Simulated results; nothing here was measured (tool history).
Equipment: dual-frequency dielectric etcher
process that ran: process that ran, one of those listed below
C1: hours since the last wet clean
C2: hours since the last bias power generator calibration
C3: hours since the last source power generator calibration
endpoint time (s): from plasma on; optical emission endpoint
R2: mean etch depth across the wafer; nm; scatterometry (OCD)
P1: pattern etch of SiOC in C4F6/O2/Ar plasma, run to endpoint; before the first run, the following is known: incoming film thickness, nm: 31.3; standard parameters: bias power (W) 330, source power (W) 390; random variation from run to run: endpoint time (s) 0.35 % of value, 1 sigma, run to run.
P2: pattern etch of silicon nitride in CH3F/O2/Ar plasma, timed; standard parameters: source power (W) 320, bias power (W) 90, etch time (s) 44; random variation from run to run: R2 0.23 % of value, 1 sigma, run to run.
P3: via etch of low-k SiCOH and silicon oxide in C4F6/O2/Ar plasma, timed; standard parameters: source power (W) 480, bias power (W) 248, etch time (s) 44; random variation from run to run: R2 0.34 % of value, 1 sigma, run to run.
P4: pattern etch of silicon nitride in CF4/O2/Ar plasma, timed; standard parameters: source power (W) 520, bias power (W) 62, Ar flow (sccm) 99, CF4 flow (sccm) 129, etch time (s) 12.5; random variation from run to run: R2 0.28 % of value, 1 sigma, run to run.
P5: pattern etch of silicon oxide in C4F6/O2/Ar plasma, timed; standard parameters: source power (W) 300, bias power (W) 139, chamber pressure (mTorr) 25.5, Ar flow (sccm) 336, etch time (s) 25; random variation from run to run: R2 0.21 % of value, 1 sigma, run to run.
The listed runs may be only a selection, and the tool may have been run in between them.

Run 1, hour 12.7: process that ran P1, bias power (W) 330, source power (W) 390; C1 278.9; C2 559.5; C3 1233.8. Result: endpoint time (s) 12.309.
Run 2, hour 24.8: process that ran P3, bias power (W) 248, source power (W) 480, etch time (s) 24.5; C1 291; C2 571.6; C3 1245.9. Result: R2 78.253 nm.
Run 3, hour 38.4: process that ran P4, bias power (W) 62, source power (W) 520, etch time (s) 12.5, Ar flow (sccm) 77, CF4 flow (sccm) 129; C1 304.6; C2 585.2; C3 1259.5. Result: R2 28.899 nm.
Run 4, hour 47.4: process that ran P2, bias power (W) 90, source power (W) 320, etch time (s) 44; C1 313.6; C2 594.2; C3 1268.5. Result: R2 30.908 nm.
Run 5, hour 64.6: process that ran P1, bias power (W) 330, source power (W) 390; C1 330.8; C2 611.4; C3 1285.7. Result: endpoint time (s) 12.244.
Run 6, hour 72.8: process that ran P1, bias power (W) 239, source power (W) 390; C1 339; C2 619.6; C3 1293.9. Result: endpoint time (s) 13.76.
Run 7, hour 88.7: process that ran P5, bias power (W) 139, source power (W) 300, etch time (s) 18.5, Ar flow (sccm) 336, chamber pressure (mTorr) 25.5; C1 354.9; C2 635.5; C3 1309.8. Result: R2 49.641 nm.
Run 8, hour 105.1: process that ran P1, bias power (W) 330, source power (W) 390; C1 371.3; C2 651.9; C3 1326.2. Result: endpoint time (s) 12.275.
Run 9, hour 121.4: process that ran P2, bias power (W) 90, source power (W) 320, etch time (s) 44; C1 387.6; C2 668.2; C3 1342.5. Result: R2 30.988 nm.
Run 10, hour 135.8: process that ran P1, bias power (W) 330, source power (W) 270; C1 402; C2 682.6; C3 1356.9. Result: endpoint time (s) 14.18.
Run 11, hour 145.2: process that ran P1, bias power (W) 429, source power (W) 390; C1 411.4; C2 692; C3 1366.3. Result: endpoint time (s) 11.162.
Run 12, hour 157.8: process that ran P5, bias power (W) 139, source power (W) 300, etch time (s) 25, Ar flow (sccm) 336, chamber pressure (mTorr) 32; C1 424; C2 704.6; C3 1378.9. Result: R2 65.466 nm.
Run 13, hour 175.2: process that ran P1, bias power (W) 330, source power (W) 390; C1 441.4; C2 722; C3 1396.3. Result: endpoint time (s) 12.309.
Run 14, hour 184.2: process that ran P3, bias power (W) 248, source power (W) 480, etch time (s) 44; C1 450.4; C2 731; C3 1405.3. Result: R2 141.71 nm.
Run 15, hour 194.7: process that ran P5, bias power (W) 192, source power (W) 300, etch time (s) 25, Ar flow (sccm) 336, chamber pressure (mTorr) 25.5; C1 460.9; C2 741.5; C3 1415.8. Result: R2 74.707 nm.
Run 16, hour 203.7: process that ran P4, bias power (W) 47, source power (W) 520, etch time (s) 12.5, Ar flow (sccm) 99, CF4 flow (sccm) 129; C1 469.9; C2 750.5; C3 1424.8. Result: R2 25.553 nm.
Run 17, hour 215.3: process that ran P5, bias power (W) 139, source power (W) 380, etch time (s) 25, Ar flow (sccm) 336, chamber pressure (mTorr) 25.5; C1 481.5; C2 762.1; C3 1436.4. Result: R2 73.885 nm.
Run 18, hour 228.2: process that ran P4, bias power (W) 62, source power (W) 720, etch time (s) 12.5, Ar flow (sccm) 99, CF4 flow (sccm) 129; C1 494.4; C2 775; C3 1449.3. Result: R2 37.382 nm.
Run 19, hour 242.5: process that ran P3, bias power (W) 248, source power (W) 480, etch time (s) 44; C1 508.7; C2 789.3; C3 1463.6. Result: R2 141.49 nm.
Run 20, hour 256.2: process that ran P2, bias power (W) 54, source power (W) 320, etch time (s) 44; C1 522.4; C2 803; C3 1477.3. Result: R2 25.926 nm.
Run 21, hour 265.2: process that ran P3, bias power (W) 299, source power (W) 480, etch time (s) 44; C1 531.4; C2 812; C3 1486.3. Result: R2 150.68 nm.
Run 22, hour 277: process that ran P1, bias power (W) 261, source power (W) 490; C1 543.2; C2 823.8; C3 1498.1. Result: endpoint time (s) 12.234.
Run 23, hour 285: process that ran P2, bias power (W) 90, source power (W) 320, etch time (s) 34.5; C1 551.2; C2 831.8; C3 1506.1. Result: R2 24.232 nm.
Run 24, hour 302.4: process that ran P4, bias power (W) 62, source power (W) 520, etch time (s) 12.5, Ar flow (sccm) 99, CF4 flow (sccm) 162; C1 568.6; C2 849.2; C3 1523.5. Result: R2 28.732 nm.
Run 25, hour 313.7: process that ran P5, bias power (W) 139, source power (W) 300, etch time (s) 25, Ar flow (sccm) 246, chamber pressure (mTorr) 25.5; C1 579.9; C2 860.5; C3 1534.8. Result: R2 69.558 nm.
Run 26, hour 324.4: process that ran P1, bias power (W) 330, source power (W) 390; C1 590.6; C2 871.2; C3 1545.5. Result: endpoint time (s) 12.344.
Run 27, hour 333.9: process that ran P1, bias power (W) 330, source power (W) 390; C1 600.1; C2 880.7; C3 1555. Result: endpoint time (s) 12.312.
Run 28, hour 343.6: process that ran P1, bias power (W) 405, source power (W) 540; C1 609.8; C2 890.4; C3 1564.7. Result: endpoint time (s) 10.162.
Run 29, hour 358.8: process that ran P3, bias power (W) 248, source power (W) 380, etch time (s) 44; C1 625; C2 905.6; C3 1579.9. Result: R2 128.79 nm.
Run 30, hour 374.9: process that ran P1, bias power (W) 330, source power (W) 390; C1 641.1; C2 921.7; C3 1596. Result: endpoint time (s) 12.344.
Run 31, hour 383: process that ran P4, bias power (W) 62, source power (W) 520, etch time (s) 17, Ar flow (sccm) 99, CF4 flow (sccm) 129; C1 649.2; C2 929.8; C3 1604.1. Result: R2 38.435 nm.
Run 32, hour 393.5: process that ran P5, bias power (W) 139, source power (W) 300, etch time (s) 25, Ar flow (sccm) 336, chamber pressure (mTorr) 25.5; C1 659.7; C2 940.3; C3 1614.6. Result: R2 66.932 nm.
Run 33, hour 409.6: process that ran P4, bias power (W) 62, source power (W) 520, etch time (s) 12.5, Ar flow (sccm) 99, CF4 flow (sccm) 129; C1 675.8; C2 956.4; C3 1630.7. Result: R2 28.201 nm.
Run 34, hour 417.4: process that ran P2, bias power (W) 90, source power (W) 200, etch time (s) 44; C1 683.6; C2 964.2; C3 1638.5. Result: R2 25.93 nm.
Run 35, hour 426.3: process that ran P1, bias power (W) 330, source power (W) 530; C1 692.5; C2 973.1; C3 1647.4. Result: endpoint time (s) 10.921.
Run 36, hour 437.8: process that ran P1, bias power (W) 330, source power (W) 390; C1 704; C2 984.6; C3 1658.9. Result: endpoint time (s) 12.343.
Run 37, hour 449.8: process that ran P1, bias power (W) 330, source power (W) 390; C1 716; C2 996.6; C3 1670.9. Result: endpoint time (s) 12.407.
Run 38, hour 464.3: process that ran P1, bias power (W) 330, source power (W) 390; C1 730.5; C2 1011.1; C3 1685.4. Result: endpoint time (s) 12.48.

Run 39 is up next; what results do you expect?
Run 39, hour 476.5: process that ran P1, bias power (W) 330, source power (W) 390; C1 742.7; C2 1023.3; C3 1697.6. Result: endpoint time (s) ?.

Logged for run 39: endpoint time (s) 12.506.
